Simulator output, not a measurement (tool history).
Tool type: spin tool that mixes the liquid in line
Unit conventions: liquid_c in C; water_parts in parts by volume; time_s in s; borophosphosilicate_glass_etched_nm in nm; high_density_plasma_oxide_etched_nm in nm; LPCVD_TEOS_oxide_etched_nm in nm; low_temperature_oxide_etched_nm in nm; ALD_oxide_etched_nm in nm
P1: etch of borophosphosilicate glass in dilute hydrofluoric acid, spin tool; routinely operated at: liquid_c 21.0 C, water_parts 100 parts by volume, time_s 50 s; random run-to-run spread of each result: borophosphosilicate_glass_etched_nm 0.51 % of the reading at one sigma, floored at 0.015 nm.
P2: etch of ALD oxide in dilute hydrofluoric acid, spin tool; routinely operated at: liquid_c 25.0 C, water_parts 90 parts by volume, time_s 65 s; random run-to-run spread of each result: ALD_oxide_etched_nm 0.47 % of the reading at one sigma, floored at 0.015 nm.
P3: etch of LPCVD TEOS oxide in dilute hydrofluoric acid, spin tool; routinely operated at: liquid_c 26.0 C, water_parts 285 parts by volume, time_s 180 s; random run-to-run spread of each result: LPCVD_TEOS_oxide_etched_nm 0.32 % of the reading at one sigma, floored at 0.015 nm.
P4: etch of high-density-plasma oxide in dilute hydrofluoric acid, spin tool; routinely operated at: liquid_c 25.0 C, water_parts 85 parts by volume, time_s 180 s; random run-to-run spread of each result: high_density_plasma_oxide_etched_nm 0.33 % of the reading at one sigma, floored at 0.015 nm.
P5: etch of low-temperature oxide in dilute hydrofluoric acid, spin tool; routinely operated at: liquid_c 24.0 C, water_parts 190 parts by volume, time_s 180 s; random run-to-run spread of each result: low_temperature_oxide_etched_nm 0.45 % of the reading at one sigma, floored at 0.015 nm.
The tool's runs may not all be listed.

run,hour,process,liquid_c,water_parts,time_s,hours since the thermometer was replaced,hours since the hydrofluoric acid flow meter was replaced,borophosphosilicate_glass_etched_nm,high_density_plasma_oxide_etched_nm,LPCVD_TEOS_oxide_etched_nm,low_temperature_oxide_etched_nm,ALD_oxide_etched_nm
1,3.5,P1,21.0,100,50,715.7,1153.6,18.6520,,,,
2,9.7,P4,25.0,45,180,721.9,1159.8,,22.7120,,,
3,14.0,P3,17.5,285,180,726.2,1164.1,,,8.3666,,
4,18.6,P5,30.0,190,180,730.8,1168.7,,,,33.9720,
5,24.9,P3,26.0,475,180,737.1,1175.0,,,5.7178,,
# hour 29.2: hydrofluoric acid flow meter replaced
6,32.1,P4,25.0,85,180,744.3,2.9,,11.4110,,,
7,35.7,P1,21.0,100,50,747.9,6.5,18.7230,,,,
8,40.5,P1,21.0,45,50,752.7,11.3,44.3410,,,,
9,48.4,P1,21.0,175,50,760.6,19.2,9.8791,,,,
10,53.1,P2,25.0,90,100,765.3,23.9,,,,,16.9150
11,60.2,P1,21.0,100,50,772.4,31.0,18.6880,,,,
12,66.6,P1,21.0,100,30,778.8,37.4,11.3180,,,,
13,73.4,P1,21.0,150,15,785.6,44.2,3.5451,,,,
14,77.2,P1,17.0,100,50,789.4,48.0,15.6820,,,,
15,84.7,P5,24.0,60,180,796.9,55.5,,,,102.2900,
16,90.5,P5,24.0,190,15,802.7,61.3,,,,2.2738,
17,95.7,P4,17.5,85,180,807.9,66.5,,8.4133,,,
18,102.5,P3,26.0,285,90,814.7,73.3,,,5.6479,,
19,108.9,P2,18.0,90,65,821.1,79.7,,,,,8.1091
20,116.3,P3,26.0,285,180,828.5,87.1,,,11.3280,,
21,121.9,P1,21.0,100,50,834.1,92.7,18.7780,,,,
22,129.1,P1,21.0,100,90,841.3,99.9,33.8850,,,,
23,132.6,P2,25.0,145,65,844.8,103.4,,,,,6.3359
24,138.3,P2,25.0,90,65,850.5,109.1,,,,,10.9370
25,144.6,P1,26.5,100,50,856.8,115.4,23.1160,,,,
26,150.6,P4,25.0,85,180,862.8,121.4,,11.4820,,,
27,154.6,P1,21.0,100,50,866.8,125.4,18.7340,,,,
28,160.1,P4,25.0,85,100,872.3,130.9,,6.4033,,,
29,165.6,P5,24.0,190,180,877.8,136.4,,,,27.3620,
30,170.9,P1,21.0,100,50,883.1,141.7,18.6510,,,,
31,176.5,P1,21.0,100,50,888.7,147.3,19.6130,,,,
32,183.2,P1,21.0,100,50,895.4,154.0,20.1260,,,,
33,187.5,P1,21.0,100,50,899.7,158.3,20.2820,,,,
34,192.8,P1,21.0,100,50,905.0,163.6,20.4570,,,,
35,199.8,P1,21.0,100,50,912.0,170.6,20.6700,,,,
36,206.9,P1,21.0,100,50,919.1,177.7,20.5460,,,,
37,212.4,P1,21.0,100,50,924.6,183.2,20.5630,,,,

The log shows P1 creeping away from where it was. Any of the 2 causes listed here, at the size stated for it, fits the log just as well as the others:
A: liquid hotter than its thermometer reads (K) = 2.42
B: hydrofluoric acid flow above the setpoint (%) = 9.15
The process output started creeping at around hour 170.9.

Each of the 4 check runs below uses one wafer; its results are left as question marks. Which run tells the causes apart?
check 1,217.9,P5,24.0,70,80,,,,,,?,
check 2,217.9,P3,26.0,380,180,,,,,?,,
check 3,217.9,P2,21.0,120,65,,,,,,,?
check 4,217.9,P4,25.0,55,180,,,,?,,,

Outcome of each check run for each possible cause:
check,result,if A,if B
check 1,low_temperature_oxide_etched_nm,41.9500,41.8710
check 2,LPCVD_TEOS_oxide_etched_nm,8.3929,8.7455
check 3,ALD_oxide_etched_nm,7.4216,7.4416
check 4,high_density_plasma_oxide_etched_nm,20.2910,20.2170
Separation of the two closest causes in each check, using whichever result separates them best: check 1 0.19 %; check 2 4.12 %; check 3 0.27 %; check 4 0.37 %
Check 2 distinguishes between the causes, while the remaining checks would return nearly the same result for all of them.

Running check 2 produced the following: LPCVD_TEOS_oxide_etched_nm 8.4177 nm. Which one of the listed causes fits?

Of the candidate causes, it is A: liquid hotter than its thermometer reads (K).

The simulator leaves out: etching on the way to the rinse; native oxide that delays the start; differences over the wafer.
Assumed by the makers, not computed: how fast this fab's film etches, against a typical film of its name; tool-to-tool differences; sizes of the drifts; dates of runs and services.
